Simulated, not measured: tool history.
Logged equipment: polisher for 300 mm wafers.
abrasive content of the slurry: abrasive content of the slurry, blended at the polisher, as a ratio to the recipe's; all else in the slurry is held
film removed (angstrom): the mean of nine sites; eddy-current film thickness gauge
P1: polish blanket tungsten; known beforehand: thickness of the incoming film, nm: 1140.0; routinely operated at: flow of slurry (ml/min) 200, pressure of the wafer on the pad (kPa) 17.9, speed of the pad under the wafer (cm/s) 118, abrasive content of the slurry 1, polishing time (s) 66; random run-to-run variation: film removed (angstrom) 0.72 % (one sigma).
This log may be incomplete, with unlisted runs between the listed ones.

run	day	flow of slurry (ml/min)	pressure of the wafer on the pad (kPa)	speed of the pad under the wafer (cm/s)	abrasive content of the slurry	polishing time (s)	wafers polished on this pad	hours since the slurry nozzle was cleaned	hours since the head pressure was calibrated	hours since the slurry blender was calibrated	hours since the slurry got fresh peroxide	film removed (angstrom)
1	0.479	200	17.9	118	1	66	543	84	690.3	223.2	42.8	2607.6
2	0.792	200	17.9	172	1	66	591	91.5	697.8	230.7	50.3	3873.6
# day 1.225: slurry tank refilled with fresh slurry and peroxide
3	1.229	200	17.9	76	1	66	657	102	708.3	241.2	0.2	1675.4
4	1.612	200	17.9	118	1	66	716	111.2	717.5	250.4	9.4	2578.9
5	2.004	135	17.9	118	0.8	66	775	120.6	726.9	259.8	18.8	2325
6	2.362	200	17.9	118	1	66	830	129.2	735.5	268.4	27.4	2623.3
7	2.588	200	17.9	118	1	104	864	134.6	740.9	273.8	32.8	4107.1
8	3.05	200	17.9	118	0.75	66	934	145.7	752	284.9	43.9	2434.4
9	3.288	255	17.9	118	1	66	971	151.4	757.7	290.6	49.6	2691.4
10	3.525	200	17.9	118	1	66	1007	157.1	763.4	296.3	55.3	2623.3
11	3.967	200	17.9	58	1	83	1074	167.7	774	306.9	65.9	1630.4
12	4.275	200	17.9	118	1	40	1121	175.1	781.4	314.3	73.3	1561.8
13	4.575	120	17.9	118	1	66	1166	182.3	788.6	321.5	80.5	2410
14	4.842	200	8.3	118	1	66	1207	188.7	795	327.9	86.9	1192.8
15	5.171	200	28.3	118	1	66	1257	196.6	802.9	335.8	94.8	4066.9
# day 5.433: worn pad replaced by a new one
16	5.567	200	17.9	118	1.35	66	20	206.1	812.4	345.3	104.3	2797
17	5.95	200	17.9	118	1	66	78	215.3	821.6	354.5	113.5	2590.1
18	6.421	200	17.9	118	1	66	150	226.6	832.9	365.8	124.8	2582.5
19	6.875	200	17.9	118	1	66	219	237.5	843.8	376.7	135.7	2567.9
20	7.121	200	17.9	118	1	66	256	243.4	849.7	382.6	141.6	2570.9
21	7.588	200	17.9	118	1	66	327	254.6	860.9	393.8	152.8	2535.1
22	8.05	200	17.9	118	1	66	398	265.7	872	404.9	163.9	2458
# day 8.383: head pressure recalibrated
23	8.396	200	17.9	118	1	66	450	274	0.3	413.2	172.2	2471.4
24	8.633	200	17.9	118	1	66	487	279.7	6	418.9	177.9	2420.9
# day 8.808: worn pad replaced by a new one
25	8.888	200	17.9	118	1	66	12	285.8	12.1	425	184	2443.1
# day 9.183: slurry blender recalibrated
26	9.288	200	17.9	118	1	66	73	295.4	21.7	2.6	193.6	2449.5
27	9.667	200	17.9	118	1	66	130	304.5	30.8	11.7	202.7	2419.7
28	10.05	200	17.9	118	1	66	189	313.7	40	20.9	211.9	2405.5

What P1 gives has crept away from where it was. These 2 causes fit the log equally well, each at the size given:
A: slurry flow missing at the pad, % = 35.6
B: peroxide lost from the slurry, % = 16.9
The gradual shift began around day 6.875.
All other causes, with the reason each is excluded:
removal rate lost through wear of the pad, %: serviced after onset, at day 8.808, with no recovery of the prior output
head's pressure below its setpoint, %: serviced after onset, at day 8.383, with no recovery of the prior output
abrasive missing from the slurry, %: serviced after onset, at day 9.183, with no recovery of the prior output

Each of the check runs listed below is run on 2 wafers and reports their average, with the results left as question marks. Pick the one under which the possible causes would lead to clearly different results.
check 1	10.433	245	17.9	84	1	66						?
check 2	10.433	120	22.1	118	1	66						?
check 3	10.433	200	17.9	118	1	98						?
check 4	10.433	245	17.9	118	1	66						?

Outcome of each check run for each possible cause:
check	result	if A	if B
check 1	film removed (angstrom)	1789.6	1767.6
check 2	film removed (angstrom)	2623.1	2735.7
check 3	film removed (angstrom)	3598	3598.2
check 4	film removed (angstrom)	2513.9	2483.1
Separation of the two closest causes in each check, using whichever result separates them best: check 1 1.23 %; check 2 4.2 %; check 3 0 %; check 4 1.23 %
Check 2 is the one run that separates the causes; every other check would come out nearly the same whichever cause is at work.

Then check 2 was run and gave: film removed (angstrom) 2629.7. Which cause is it?

It was cause A: slurry flow missing at the pad, %.

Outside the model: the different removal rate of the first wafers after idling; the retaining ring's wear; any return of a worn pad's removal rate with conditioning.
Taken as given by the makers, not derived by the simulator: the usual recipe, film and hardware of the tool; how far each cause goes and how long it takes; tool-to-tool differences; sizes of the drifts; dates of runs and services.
